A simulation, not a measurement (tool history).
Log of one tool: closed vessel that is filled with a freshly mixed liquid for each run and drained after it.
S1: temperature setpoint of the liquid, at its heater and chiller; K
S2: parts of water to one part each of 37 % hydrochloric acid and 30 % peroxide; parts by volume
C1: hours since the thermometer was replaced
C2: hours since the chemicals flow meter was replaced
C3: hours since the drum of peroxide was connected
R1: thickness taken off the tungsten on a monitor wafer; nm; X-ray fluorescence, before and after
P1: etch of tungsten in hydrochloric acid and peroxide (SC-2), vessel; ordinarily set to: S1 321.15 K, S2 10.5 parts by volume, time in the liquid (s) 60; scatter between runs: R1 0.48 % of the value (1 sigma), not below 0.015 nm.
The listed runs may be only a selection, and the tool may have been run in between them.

{"run": 1, "hour": 6.1, "S1": 321.15, "S2": 10.5, "time in the liquid (s)": 60, "C1": 846.1, "C2": 213.9, "C3": 430.1, "R1": 12.618}
{"run": 2, "hour": 11.3, "S1": 321.15, "S2": 10.5, "time in the liquid (s)": 95, "C1": 851.3, "C2": 219.1, "C3": 435.3, "R1": 20.188}
{"run": 3, "hour": 15.7, "S1": 308.15, "S2": 18.0, "time in the liquid (s)": 60, "C1": 855.7, "C2": 223.5, "C3": 439.7, "R1": 3.1323}
{"run": 4, "hour": 22.3, "S1": 309.65, "S2": 17.5, "time in the liquid (s)": 60, "C1": 862.3, "C2": 230.1, "C3": 446.3, "R1": 3.6953}
{"run": 5, "hour": 26.3, "S1": 308.15, "S2": 10.5, "time in the liquid (s)": 60, "C1": 866.3, "C2": 234.1, "C3": 450.3, "R1": 5.1405}
{"run": 6, "hour": 30.6, "S1": 321.15, "S2": 4.0, "time in the liquid (s)": 60, "C1": 870.6, "C2": 238.4, "C3": 454.6, "R1": 26.451}
{"run": 7, "hour": 34.5, "S1": 321.15, "S2": 10.5, "time in the liquid (s)": 60, "C1": 874.5, "C2": 242.3, "C3": 458.5, "R1": 12.836}
{"run": 8, "hour": 39.4, "S1": 336.65, "S2": 10.5, "time in the liquid (s)": 60, "C1": 879.4, "C2": 247.2, "C3": 463.4, "R1": 34.797}
{"run": 9, "hour": 46.0, "S1": 321.15, "S2": 10.5, "time in the liquid (s)": 30, "C1": 886.0, "C2": 253.8, "C3": 470.0, "R1": 6.3921}
{"run": 10, "hour": 50.4, "S1": 321.15, "S2": 10.5, "time in the liquid (s)": 60, "C1": 890.4, "C2": 258.2, "C3": 474.4, "R1": 12.656}
{"run": 11, "hour": 58.1, "S1": 321.15, "S2": 18.5, "time in the liquid (s)": 60, "C1": 898.1, "C2": 265.9, "C3": 482.1, "R1": 7.7442}
{"run": 12, "hour": 63.4, "S1": 321.15, "S2": 10.5, "time in the liquid (s)": 60, "C1": 903.4, "C2": 271.2, "C3": 487.4, "R1": 12.808}
{"run": 13, "hour": 69.4, "S1": 321.15, "S2": 10.5, "time in the liquid (s)": 60, "C1": 909.4, "C2": 277.2, "C3": 493.4, "R1": 12.803}
{"run": 14, "hour": 76.1, "S1": 321.15, "S2": 10.5, "time in the liquid (s)": 60, "C1": 916.1, "C2": 283.9, "C3": 500.1, "R1": 12.331}
{"run": 15, "hour": 79.8, "S1": 321.15, "S2": 10.5, "time in the liquid (s)": 60, "C1": 919.8, "C2": 287.6, "C3": 503.8, "R1": 12.162}
{"run": 16, "hour": 86.6, "S1": 321.15, "S2": 10.5, "time in the liquid (s)": 60, "C1": 926.6, "C2": 294.4, "C3": 510.6, "R1": 11.882}
{"hour": 88.6, "done": "new drum of peroxide connected"}
{"run": 17, "hour": 95.0, "S1": 321.15, "S2": 10.5, "time in the liquid (s)": 60, "C1": 935.0, "C2": 302.8, "C3": 6.5, "R1": 11.866}
{"run": 18, "hour": 99.6, "S1": 321.15, "S2": 10.5, "time in the liquid (s)": 60, "C1": 939.6, "C2": 307.4, "C3": 11.1, "R1": 11.811}
{"run": 19, "hour": 107.7, "S1": 321.15, "S2": 10.5, "time in the liquid (s)": 60, "C1": 947.7, "C2": 315.5, "C3": 19.2, "R1": 11.708}
{"run": 20, "hour": 114.4, "S1": 321.15, "S2": 10.5, "time in the liquid (s)": 60, "C1": 954.4, "C2": 322.2, "C3": 25.9, "R1": 11.751}

Something has made what P1 gives creep away from where it was; the 2 causes below, each at its own stated size, fit the log equally well:
A: chemicals flow below the setpoint (%) = 8.87
B: liquid colder than its thermometer reads (K) = 1.17
The process output started creeping at around hour 69.4.
The rest of the possible causes, and what rules out each one:
peroxide weaker than its label (%): work on it at hour 88.6, done after the drift set in, did not restore what the process gave before

The list below offers 4 check runs, each averaging the results of 3 wafers, and shows each result as a question mark. For which of them would the listed causes give clearly different results?
{"run": "check 1", "hour": 121.1, "S1": 310.65, "S2": 18.5, "time in the liquid (s)": 60, "R1": "?"}
{"run": "check 2", "hour": 121.1, "S1": 336.15, "S2": 10.5, "time in the liquid (s)": 30, "R1": "?"}
{"run": "check 3", "hour": 121.1, "S1": 311.65, "S2": 4.0, "time in the liquid (s)": 60, "R1": "?"}
{"run": "check 4", "hour": 121.1, "S1": 335.15, "S2": 5.5, "time in the liquid (s)": 60, "R1": "?"}

What each check would give under each cause:
check=check_1 result=R1 if_A=3.4247 if_B=3.4229
check=check_2 result=R1 if_A=15.4630 if_B=15.5600
check=check_3 result=R1 if_A=12.8450 if_B=12.5740
check=check_4 result=R1 if_A=48.9250 if_B=48.7360
How far apart the two closest causes lie, in the result that separates them most: check 1 0.05 %; check 2 0.62 %; check 3 2.14 %; check 4 0.39 %
Check 3 distinguishes between the causes, while the remaining checks would return nearly the same result for all of them.

After running check 3, the following was obtained: R1 12.8510 nm. Which cause does this point to?

It was cause A: chemicals flow below the setpoint (%).

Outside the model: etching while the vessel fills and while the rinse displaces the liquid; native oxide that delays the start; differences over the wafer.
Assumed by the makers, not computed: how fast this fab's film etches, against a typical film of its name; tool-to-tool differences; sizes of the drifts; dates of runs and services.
